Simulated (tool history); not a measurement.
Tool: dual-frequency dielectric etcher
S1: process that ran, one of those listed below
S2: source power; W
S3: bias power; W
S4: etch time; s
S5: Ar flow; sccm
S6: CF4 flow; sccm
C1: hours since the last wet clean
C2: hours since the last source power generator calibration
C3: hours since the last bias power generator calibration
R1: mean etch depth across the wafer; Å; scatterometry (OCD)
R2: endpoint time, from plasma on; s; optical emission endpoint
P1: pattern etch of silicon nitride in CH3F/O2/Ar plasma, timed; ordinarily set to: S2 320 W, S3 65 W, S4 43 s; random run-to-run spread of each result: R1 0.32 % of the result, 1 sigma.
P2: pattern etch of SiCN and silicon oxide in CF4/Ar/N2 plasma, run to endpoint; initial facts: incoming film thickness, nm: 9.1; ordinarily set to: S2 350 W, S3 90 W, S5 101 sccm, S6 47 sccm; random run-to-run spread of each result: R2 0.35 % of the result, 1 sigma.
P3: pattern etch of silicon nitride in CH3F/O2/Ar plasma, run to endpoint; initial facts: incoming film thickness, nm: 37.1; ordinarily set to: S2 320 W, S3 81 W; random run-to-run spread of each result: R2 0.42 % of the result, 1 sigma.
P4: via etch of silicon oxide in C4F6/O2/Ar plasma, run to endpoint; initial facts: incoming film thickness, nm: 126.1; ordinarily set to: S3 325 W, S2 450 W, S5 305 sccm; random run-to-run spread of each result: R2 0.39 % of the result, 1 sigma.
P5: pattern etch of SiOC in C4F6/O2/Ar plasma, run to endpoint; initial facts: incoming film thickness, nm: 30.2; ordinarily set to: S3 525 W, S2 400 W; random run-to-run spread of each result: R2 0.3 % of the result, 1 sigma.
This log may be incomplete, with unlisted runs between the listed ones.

run,hour,S1,S2,S3,S4,S5,S6,C1,C2,C3,R1,R2
1,5.4,P1,320,65,43,,,311.3,3267.2,1672.4,261.19,
2,11.6,P1,320,65,28.5,,,317.5,3273.4,1678.6,172.71,
3,21.8,P2,470,90,,101,47,327.7,3283.6,1688.8,,9.7435
4,34.1,P2,350,90,,101,47,340,3295.9,1701.1,,12.611
5,39.7,P4,340,325,,305,,345.6,3301.5,1706.7,,34.029
# hour 42.4: bias power generator calibrated
6,50.7,P1,320,46,28,,,356.6,3312.5,8.4,151.29,
7,58.9,P5,400,316,,,,364.8,3320.7,16.6,,12.353
8,67.2,P3,320,48,,,,373.1,3329,24.9,,63.919
9,73.5,P5,400,525,,,,379.4,3335.3,31.2,,10.277
10,83.5,P1,320,65,43,,,389.4,3345.3,41.2,259.91,
11,93.9,P1,320,65,43,,,399.8,3355.7,51.6,260.22,
12,106.4,P4,450,256,,305,,412.3,3368.2,64.1,,33.442
13,115.6,P4,450,325,,428,,421.5,3377.4,73.3,,32.11
14,127.3,P5,540,525,,,,433.2,3389.1,85,,9.1758
15,134.1,P4,450,325,,305,,440,3395.9,91.8,,30.504
16,141,P1,210,65,43,,,446.9,3402.8,98.7,222.13,
17,152.3,P1,320,82,43,,,458.2,3414.1,110,282.35,
18,163.5,P3,320,81,,,,469.4,3425.3,121.2,,52.849
19,171.7,P1,320,42,43,,,477.6,3433.5,129.4,224.8,
20,177.4,P2,350,90,,101,60,483.3,3439.2,135.1,,12.125
21,188.5,P2,350,57,,101,47,494.4,3450.3,146.2,,14.944
22,198.9,P1,320,65,43,,,504.8,3460.7,156.6,260.97,
23,209.9,P2,350,90,,61,47,515.8,3471.7,167.6,,11.686
24,222.3,P3,200,81,,,,528.2,3484.1,180,,63.367
25,229.6,P1,380,65,43,,,535.5,3491.4,187.3,276.58,
26,238.2,P1,320,65,57,,,544.1,3500,195.9,343.91,
27,248,P1,200,65,34,,,553.9,3509.8,205.7,172.62,
28,256.1,P4,450,325,,305,,562,3517.9,213.8,,30.882
29,262.4,P5,400,525,,,,568.3,3524.2,220.1,,10.263
30,273.6,P1,320,65,43,,,579.5,3535.4,231.3,261.66,
31,279.5,P1,320,65,43,,,585.4,3541.3,237.2,262.57,
32,286.2,P1,320,65,43,,,592.1,3548,243.9,263.22,
33,294.9,P1,320,65,43,,,600.8,3556.7,252.6,265.93,
34,300.8,P1,320,65,43,,,606.7,3562.6,258.5,265.7,
# hour 309.4: wet clean of the chamber
35,312.5,P1,320,65,43,,,3.2,3574.3,270.2,264.15,
36,319.7,P1,320,65,43,,,10.4,3581.5,277.4,264.26,
37,327.5,P1,320,65,43,,,18.2,3589.3,285.2,262.7,

What P1 gives has crept off from where it sat before. The 2 causes that follow fit the log equally well, each at the size noted:
A: source power that arrives over what is set, % = 4.23
B: bias power that arrives over what is set, % = 4.7
The gradual shift began around hour 273.6.
Each remaining cause and why it is not a fit:
chamber walls in a state that raises the etch rate, %: serviced after onset, at hour 309.4, with no recovery of the prior output

Consider the 4 check runs below, whose results appear as question marks and each of which averages 2 wafers. Which one distinguishes the causes, in that each cause would give it a clearly different result?
check 1,335.3,P3,220,49,,,,,,,,?
check 2,335.3,P4,380,325,,305,,,,,,?
check 3,335.3,P5,400,319,,,,,,,,?
check 4,335.3,P2,350,64,,83,47,,,,,?

Predicted outcomes, by check and by cause:
check,result,if A,if B
check 1,R2,71.691,71.743
check 2,R2,32.285,32.266
check 3,R2,12.107,12.102
check 4,R2,13.321,13.596
Separation of the two closest causes in each check, using whichever result separates them best: check 1 0.07 %; check 2 0.06 %; check 3 0.04 %; check 4 2.04 %
Of the check runs offered, only check 4 discriminates between the causes; the rest would read about the same regardless of which cause applies.

Check 4 has now been run. It gave: R2 13.284 s. Which of the candidate causes is it?

The cause is A: source power that arrives over what is set, %.
